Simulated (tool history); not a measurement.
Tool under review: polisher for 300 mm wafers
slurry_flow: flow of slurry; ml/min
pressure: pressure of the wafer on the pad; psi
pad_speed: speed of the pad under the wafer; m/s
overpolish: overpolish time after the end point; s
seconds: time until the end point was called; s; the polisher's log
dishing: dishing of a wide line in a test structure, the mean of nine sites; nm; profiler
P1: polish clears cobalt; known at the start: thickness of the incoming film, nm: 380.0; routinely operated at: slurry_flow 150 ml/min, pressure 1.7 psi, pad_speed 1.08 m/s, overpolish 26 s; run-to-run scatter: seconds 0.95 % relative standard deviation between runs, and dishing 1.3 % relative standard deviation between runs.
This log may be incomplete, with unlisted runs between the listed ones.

Run 1, hour 10.5: slurry_flow 150 ml/min, pressure 1.7 psi, pad_speed 1.08 m/s, overpolish 26 s. Result: seconds 69.86 s, dishing 45.1 nm.
Run 2, hour 26.4: slurry_flow 150 ml/min, pressure 1.7 psi, pad_speed 1.08 m/s, overpolish 26 s. Result: seconds 69.237 s, dishing 44.891 nm.
Run 3, hour 39.9: slurry_flow 150 ml/min, pressure 1.7 psi, pad_speed 1.36 m/s, overpolish 8 s. Result: seconds 55.038 s, dishing 31.992 nm.
Run 4, hour 50.4: slurry_flow 150 ml/min, pressure 1.7 psi, pad_speed 1.08 m/s, overpolish 26 s. Result: seconds 69.246 s, dishing 45.735 nm.
Run 5, hour 61.6: slurry_flow 150 ml/min, pressure 1.7 psi, pad_speed 1.08 m/s, overpolish 26 s. Result: seconds 70.178 s, dishing 44.717 nm.
Run 6, hour 77.7: slurry_flow 150 ml/min, pressure 0.8 psi, pad_speed 1.08 m/s, overpolish 26 s. Result: seconds 148.46 s, dishing 36.849 nm.
Run 7, hour 86.2: slurry_flow 150 ml/min, pressure 1.7 psi, pad_speed 1.08 m/s, overpolish 8 s. Result: seconds 70.316 s, dishing 28.064 nm.
Run 8, hour 93.9: slurry_flow 110 ml/min, pressure 1.7 psi, pad_speed 1.42 m/s, overpolish 26 s. Result: seconds 56.043 s, dishing 45.05 nm.
Run 9, hour 105.8: slurry_flow 150 ml/min, pressure 1.7 psi, pad_speed 1.66 m/s, overpolish 26 s. Result: seconds 44.981 s, dishing 46.826 nm.
Run 10, hour 116.2: slurry_flow 150 ml/min, pressure 2.7 psi, pad_speed 1.08 m/s, overpolish 26 s. Result: seconds 44.121 s, dishing 47.986 nm.
Run 11, hour 124.1: slurry_flow 195 ml/min, pressure 1.7 psi, pad_speed 1.08 m/s, overpolish 26 s. Result: seconds 67.08 s, dishing 46.089 nm.
Run 12, hour 138: slurry_flow 150 ml/min, pressure 1.7 psi, pad_speed 1.08 m/s, overpolish 26 s. Result: seconds 68.854 s, dishing 45.345 nm.
Run 13, hour 150.9: slurry_flow 150 ml/min, pressure 1.7 psi, pad_speed 0.74 m/s, overpolish 26 s. Result: seconds 102.93 s, dishing 41.399 nm.
Run 14, hour 159.6: slurry_flow 150 ml/min, pressure 1.7 psi, pad_speed 1.08 m/s, overpolish 52 s. Result: seconds 70.065 s, dishing 47.869 nm.
Run 15, hour 173.3: slurry_flow 90 ml/min, pressure 1.7 psi, pad_speed 1.08 m/s, overpolish 26 s. Result: seconds 77.975 s, dishing 44.22 nm.
Run 16, hour 185.3: slurry_flow 150 ml/min, pressure 1.7 psi, pad_speed 1.08 m/s, overpolish 26 s. Result: seconds 68.584 s, dishing 45.332 nm.
Run 17, hour 197.9: slurry_flow 150 ml/min, pressure 1.7 psi, pad_speed 1.08 m/s, overpolish 26 s. Result: seconds 70.531 s, dishing 44.961 nm.
Run 18, hour 213.2: slurry_flow 150 ml/min, pressure 1.7 psi, pad_speed 1.08 m/s, overpolish 26 s. Result: seconds 72.861 s, dishing 45.092 nm.

For run 19, what comes out?
Run 19, hour 229.2: slurry_flow 150 ml/min, pressure 1.7 psi, pad_speed 1.08 m/s, overpolish 26 s. Result: seconds ?, dishing ?.

Logged for run 19: seconds 74.481 s, dishing 45.449 nm.

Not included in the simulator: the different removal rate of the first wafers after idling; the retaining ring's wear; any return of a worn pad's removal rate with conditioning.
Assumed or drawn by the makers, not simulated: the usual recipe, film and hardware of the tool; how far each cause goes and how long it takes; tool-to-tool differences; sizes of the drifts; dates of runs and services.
